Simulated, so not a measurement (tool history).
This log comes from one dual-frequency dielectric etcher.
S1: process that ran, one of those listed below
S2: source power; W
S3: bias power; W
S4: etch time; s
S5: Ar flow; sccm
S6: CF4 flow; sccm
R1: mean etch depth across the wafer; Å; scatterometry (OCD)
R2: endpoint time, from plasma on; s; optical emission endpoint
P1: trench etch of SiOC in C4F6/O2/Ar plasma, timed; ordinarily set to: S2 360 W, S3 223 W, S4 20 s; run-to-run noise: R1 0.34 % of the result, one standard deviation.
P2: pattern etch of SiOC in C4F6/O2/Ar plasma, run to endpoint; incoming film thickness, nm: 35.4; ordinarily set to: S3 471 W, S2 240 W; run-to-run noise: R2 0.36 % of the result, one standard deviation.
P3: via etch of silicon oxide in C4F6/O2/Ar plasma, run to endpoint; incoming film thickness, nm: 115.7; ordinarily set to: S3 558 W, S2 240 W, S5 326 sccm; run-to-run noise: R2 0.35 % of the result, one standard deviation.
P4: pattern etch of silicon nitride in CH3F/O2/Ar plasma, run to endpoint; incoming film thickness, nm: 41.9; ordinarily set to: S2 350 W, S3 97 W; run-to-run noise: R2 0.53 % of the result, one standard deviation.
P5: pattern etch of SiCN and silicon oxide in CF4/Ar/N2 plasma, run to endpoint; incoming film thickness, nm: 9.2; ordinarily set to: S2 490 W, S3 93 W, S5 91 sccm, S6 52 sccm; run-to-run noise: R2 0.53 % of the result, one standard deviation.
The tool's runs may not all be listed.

run   hour  S1   S2   S3    S4   S5  S6      R1      R2
  1   10.7  P1  360  223    20           426.65
  2   23.2  P1  360  223  25.5           542.93
  3   34.2  P3  240  558        326              29.526
  4     42  P5  490   93         91  52          9.3219
  5   50.4  P1  260  223    20           376.05
  6   60.2  P2  240  471                         14.824
  7   70.4  P1  360  223    20           426.36
  8   80.8  P2  290  471                         13.889
  9     91  P1  360  223    20           428.29
 10   99.2  P4  260   97                         65.806
 11    111  P2  240  557                         13.895
 12  122.2  P1  220  223  27.5           484.54
 13  129.1  P1  360  223    20           425.23
 14    139  P1  360  223    20           426.63
 15  148.8  P1  360  148    20           371.85
 16  158.4  P5  490  131         91  52          8.2851
 17  168.6  P1  460  223    20           468.79
 18  178.4  P2  240  471                         14.866
 19  186.6  P3  240  558        202              28.037
 20  197.4  P1  360  223    20           425.08
 21  206.9  P3  320  558        326               26.45
 22  214.1  P4  350  120                         54.073
 23    222  P1  360  223    20           426.85
 24  234.2  P3  240  558        326              29.596
 25  245.9  P4  350   97                         59.476
 26  258.2  P5  490   93         91  73          8.9148
 27    267  P1  360  283    20           462.84
 28  275.3  P1  280  223  13.5            261.1
 29    285  P4  350   97                         58.843
 30  293.8  P5  390   93         91  52          11.535
 31    301  P5  490   93         71  52          9.0574
 32  312.5  P1  360  161  29.5           564.55
 33  324.8  P1  360  223  14.5           309.74
 34  337.8  P3  240  448        326              32.036
 35    348  P1  360  223    20           425.77
 36  358.4  P1  360  223    20           422.22
 37  364.4  P1  360  223    20           424.29
 38  371.3  P1  360  223    20           421.04
 39  378.2  P1  360  223    20           418.66
 40  390.4  P1  360  223    20           420.08
     395.8  -- wet clean of the chamber
 41  398.2  P1  360  223    20           416.91
 42  404.6  P1  360  223    20           420.85
 43    413  P1  360  223    20            421.7
 44  421.8  P1  360  223    20           418.84
 45  427.4  P1  360  223    20           418.78
 46  436.1  P1  360  223    20            418.8

P1 has crept away from where it was. The log is fitted equally well by each of these 2 causes, at the sizes shown:
A: source power that arrives under what is set, % = 4.31
B: bias power that arrives under what is set, % = 4.97
At approximately hour 348, the process output began to creep.
Each remaining cause and why it is not a fit:
chamber walls in a state that lowers the etch rate, %: serviced after onset, at hour 395.8, with no recovery of the prior output

4 check runs are offered, each on 5 wafers whose results are averaged, their results left as question marks. Which one tells the causes apart?
check 1  444.8  P5  490   93       91  52       ?
check 2  444.8  P4  350   97                    ?
check 3  444.8  P3  240  558      326           ?
check 4  444.8  P2  240  471                    ?

Expected result of each check under each candidate cause:
  check  result    if A    if B
check 1      R2  9.7905  9.5963
check 2      R2  59.899  60.037
check 3      R2  29.924  30.035
check 4      R2  15.051  15.098
Gap, in per cent, between the two causes that each check separates least, read from the result that separates them most: check 1 2 %; check 2 0.23 %; check 3 0.37 %; check 4 0.31 %
Check 1 tells the causes apart: in the others they would give nearly the same result.

Check 1 was then run and gave: R2 9.7964 s. Which cause is it?

It is A: source power that arrives under what is set, %.

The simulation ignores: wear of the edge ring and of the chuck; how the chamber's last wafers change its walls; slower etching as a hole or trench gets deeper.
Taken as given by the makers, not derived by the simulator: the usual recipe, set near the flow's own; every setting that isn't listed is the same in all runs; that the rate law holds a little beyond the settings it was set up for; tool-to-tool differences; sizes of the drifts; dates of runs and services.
